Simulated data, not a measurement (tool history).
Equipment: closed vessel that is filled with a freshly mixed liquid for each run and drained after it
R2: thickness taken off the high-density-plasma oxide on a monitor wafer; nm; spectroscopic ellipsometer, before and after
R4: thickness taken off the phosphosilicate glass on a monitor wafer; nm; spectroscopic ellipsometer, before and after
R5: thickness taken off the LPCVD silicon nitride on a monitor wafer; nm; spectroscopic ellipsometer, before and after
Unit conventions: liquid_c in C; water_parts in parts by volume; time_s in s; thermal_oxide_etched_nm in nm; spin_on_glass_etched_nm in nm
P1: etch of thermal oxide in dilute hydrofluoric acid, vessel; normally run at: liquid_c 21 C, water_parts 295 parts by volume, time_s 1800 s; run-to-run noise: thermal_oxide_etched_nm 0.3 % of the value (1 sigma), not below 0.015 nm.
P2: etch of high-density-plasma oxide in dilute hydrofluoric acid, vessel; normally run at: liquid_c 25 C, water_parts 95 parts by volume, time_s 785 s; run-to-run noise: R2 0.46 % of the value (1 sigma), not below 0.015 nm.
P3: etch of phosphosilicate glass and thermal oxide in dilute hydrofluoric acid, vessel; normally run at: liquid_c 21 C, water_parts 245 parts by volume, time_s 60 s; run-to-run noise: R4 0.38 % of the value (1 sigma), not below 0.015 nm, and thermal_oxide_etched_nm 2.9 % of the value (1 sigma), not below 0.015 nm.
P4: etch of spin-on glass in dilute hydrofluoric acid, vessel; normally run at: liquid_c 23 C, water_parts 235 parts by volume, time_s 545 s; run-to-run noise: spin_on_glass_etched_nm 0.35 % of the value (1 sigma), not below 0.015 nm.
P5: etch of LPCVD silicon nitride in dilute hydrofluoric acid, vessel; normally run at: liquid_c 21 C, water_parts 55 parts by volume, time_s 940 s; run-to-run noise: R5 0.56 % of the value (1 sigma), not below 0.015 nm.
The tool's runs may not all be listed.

Run 1, hour 7: process P1, liquid_c 21 C, water_parts 295 parts by volume, time_s 1800 s. Result: thermal_oxide_etched_nm 21.887 nm.
Run 2, hour 17.3: process P2, liquid_c 25 C, water_parts 95 parts by volume, time_s 50 s. Result: R2 2.7469 nm.
Run 3, hour 26.7: process P1, liquid_c 21 C, water_parts 295 parts by volume, time_s 1800 s. Result: thermal_oxide_etched_nm 21.772 nm.
Run 4, hour 39.4: process P2, liquid_c 21 C, water_parts 95 parts by volume, time_s 785 s. Result: R2 36.712 nm.
Run 5, hour 50.7: process P4, liquid_c 23 C, water_parts 75 parts by volume, time_s 545 s. Result: spin_on_glass_etched_nm 186.39 nm.
Run 6, hour 59.1: process P1, liquid_c 21 C, water_parts 295 parts by volume, time_s 2945 s. Result: thermal_oxide_etched_nm 35.848 nm.
Run 7, hour 71.9: process P4, liquid_c 23 C, water_parts 235 parts by volume, time_s 545 s. Result: spin_on_glass_etched_nm 49.844 nm.
Run 8, hour 80.2: process P3, liquid_c 17 C, water_parts 245 parts by volume, time_s 60 s. Result: thermal_oxide_etched_nm 0.73777 nm, R4 23.798 nm.
Run 9, hour 86: process P3, liquid_c 21 C, water_parts 130 parts by volume, time_s 60 s. Result: thermal_oxide_etched_nm 1.7644 nm, R4 58.43 nm.
Run 10, hour 92.9: process P5, liquid_c 21 C, water_parts 55 parts by volume, time_s 940 s. Result: R5 6.5706 nm.
Run 11, hour 103.3: process P4, liquid_c 23 C, water_parts 235 parts by volume, time_s 865 s. Result: spin_on_glass_etched_nm 79.002 nm.
Run 12, hour 115.6: process P1, liquid_c 21 C, water_parts 295 parts by volume, time_s 1800 s. Result: thermal_oxide_etched_nm 21.845 nm.
Run 13, hour 126: process P1, liquid_c 21 C, water_parts 295 parts by volume, time_s 385 s. Result: thermal_oxide_etched_nm 4.6697 nm.
Run 14, hour 138.5: process P5, liquid_c 21 C, water_parts 20 parts by volume, time_s 940 s. Result: R5 17.074 nm.
Run 15, hour 148.9: process P2, liquid_c 25 C, water_parts 95 parts by volume, time_s 785 s. Result: R2 42.993 nm.
Run 16, hour 155.1: process P3, liquid_c 21 C, water_parts 245 parts by volume, time_s 30 s. Result: thermal_oxide_etched_nm 0.45511 nm, R4 13.773 nm.
Run 17, hour 166.4: process P2, liquid_c 25 C, water_parts 95 parts by volume, time_s 785 s. Result: R2 43.15 nm.
Run 18, hour 176.1: process P1, liquid_c 21 C, water_parts 95 parts by volume, time_s 1800 s. Result: thermal_oxide_etched_nm 82.931 nm.
Run 19, hour 186.3: process P1, liquid_c 21 C, water_parts 295 parts by volume, time_s 1800 s. Result: thermal_oxide_etched_nm 21.81 nm.
Run 20, hour 193.4: process P1, liquid_c 17 C, water_parts 295 parts by volume, time_s 1800 s. Result: thermal_oxide_etched_nm 18.812 nm.
Run 21, hour 202.9: process P3, liquid_c 21 C, water_parts 245 parts by volume, time_s 60 s. Result: thermal_oxide_etched_nm 0.91081 nm, R4 27.7 nm.
Run 22, hour 211.2: process P4, liquid_c 31.5 C, water_parts 235 parts by volume, time_s 545 s. Result: spin_on_glass_etched_nm 66.518 nm.
Run 23, hour 218: process P1, liquid_c 21 C, water_parts 295 parts by volume, time_s 1800 s. Result: thermal_oxide_etched_nm 21.802 nm.
Run 24, hour 230.4: process P1, liquid_c 17 C, water_parts 510 parts by volume, time_s 1800 s. Result: thermal_oxide_etched_nm 9.2188 nm.
Run 25, hour 237.5: process P1, liquid_c 21 C, water_parts 295 parts by volume, time_s 1800 s. Result: thermal_oxide_etched_nm 21.848 nm.
Run 26, hour 245.7: process P1, liquid_c 21 C, water_parts 295 parts by volume, time_s 1800 s. Result: thermal_oxide_etched_nm 21.828 nm.
At hour 252.8: hydrofluoric acid flow meter replaced.
Run 27, hour 255.9: process P5, liquid_c 21 C, water_parts 55 parts by volume, time_s 525 s. Result: R5 3.6469 nm.
Run 28, hour 262.2: process P1, liquid_c 21 C, water_parts 440 parts by volume, time_s 3130 s. Result: thermal_oxide_etched_nm 22.429 nm.
Run 29, hour 274.9: process P1, liquid_c 21 C, water_parts 430 parts by volume, time_s 1800 s. Result: thermal_oxide_etched_nm 13.323 nm.
Run 30, hour 287.4: process P1, liquid_c 27 C, water_parts 295 parts by volume, time_s 1800 s. Result: thermal_oxide_etched_nm 26.993 nm.
At hour 294.8: thermometer replaced.
Run 31, hour 298.6: process P3, liquid_c 21 C, water_parts 245 parts by volume, time_s 60 s. Result: thermal_oxide_etched_nm 0.92728 nm, R4 27.644 nm.
Run 32, hour 305.1: process P1, liquid_c 27 C, water_parts 495 parts by volume, time_s 1800 s. Result: thermal_oxide_etched_nm 13.262 nm.
Run 33, hour 314.9: process P2, liquid_c 25 C, water_parts 35 parts by volume, time_s 785 s. Result: R2 126.81 nm.
Run 34, hour 322.1: process P5, liquid_c 28.5 C, water_parts 55 parts by volume, time_s 940 s. Result: R5 10.733 nm.
Run 35, hour 330.7: process P4, liquid_c 23 C, water_parts 235 parts by volume, time_s 545 s. Result: spin_on_glass_etched_nm 49.701 nm.
Run 36, hour 337.5: process P1, liquid_c 21 C, water_parts 295 parts by volume, time_s 1800 s. Result: thermal_oxide_etched_nm 21.938 nm.
Run 37, hour 350.6: process P1, liquid_c 21 C, water_parts 295 parts by volume, time_s 1800 s. Result: thermal_oxide_etched_nm 21.328 nm.
Run 38, hour 357.2: process P1, liquid_c 21 C, water_parts 295 parts by volume, time_s 1800 s. Result: thermal_oxide_etched_nm 21.073 nm.
Run 39, hour 369.5: process P1, liquid_c 21 C, water_parts 295 parts by volume, time_s 1800 s. Result: thermal_oxide_etched_nm 21.027 nm.
Run 40, hour 379.1: process P1, liquid_c 21 C, water_parts 295 parts by volume, time_s 1800 s. Result: thermal_oxide_etched_nm 20.917 nm.
Run 41, hour 386.9: process P1, liquid_c 21 C, water_parts 295 parts by volume, time_s 1800 s. Result: thermal_oxide_etched_nm 20.782 nm.
Run 42, hour 397.2: process P1, liquid_c 21 C, water_parts 295 parts by volume, time_s 1800 s. Result: thermal_oxide_etched_nm 20.824 nm.
Run 43, hour 403.7: process P1, liquid_c 21 C, water_parts 295 parts by volume, time_s 1800 s. Result: thermal_oxide_etched_nm 20.754 nm.
Run 44, hour 416.5: process P1, liquid_c 21 C, water_parts 295 parts by volume, time_s 1800 s. Result: thermal_oxide_etched_nm 20.716 nm.

What P1 gives has crept off from where it sat before. The 2 causes that follow fit the log equally well, each at the size noted:
A: hydrofluoric acid flow below the setpoint (%) = 3.98
B: liquid colder than its thermometer reads (K) = 1.42
The process output started creeping at around hour 337.5.

Each of the 4 check runs below uses one wafer; its results are left as question marks. Which run tells the causes apart?
Run check 1, hour 429.3: process P5, liquid_c 21 C, water_parts 55 parts by volume, time_s 940 s. Result: R5 ?.
Run check 2, hour 429.3: process P4, liquid_c 23 C, water_parts 235 parts by volume, time_s 545 s. Result: spin_on_glass_etched_nm ?.
Run check 3, hour 429.3: process P2, liquid_c 25 C, water_parts 95 parts by volume, time_s 785 s. Result: R2 ?.
Run check 4, hour 429.3: process P3, liquid_c 21 C, water_parts 245 parts by volume, time_s 60 s. Result: thermal_oxide_etched_nm ?, R4 ?.

What each check would give under each cause:
  check                   result     if A     if B
check 1                       R5    6.238   5.8829
check 2  spin_on_glass_etched_nm   47.343   47.253
check 3                       R2   41.202   40.764
check 4  thermal_oxide_etched_nm  0.84471  0.84224
check 4                       R4   26.235   26.159
Minimum pairwise separation of causes per check, each pair taken at its best-separating result: check 1 5.86 %; check 2 0.19 %; check 3 1.07 %; check 4 0.29 %
Only check 1 tells the causes apart: in the others they would give nearly the same result.

Check 1 was carried out, with these results: R5 5.8582 nm. Which of the listed causes is responsible?

The cause is B: liquid colder than its thermometer reads (K).

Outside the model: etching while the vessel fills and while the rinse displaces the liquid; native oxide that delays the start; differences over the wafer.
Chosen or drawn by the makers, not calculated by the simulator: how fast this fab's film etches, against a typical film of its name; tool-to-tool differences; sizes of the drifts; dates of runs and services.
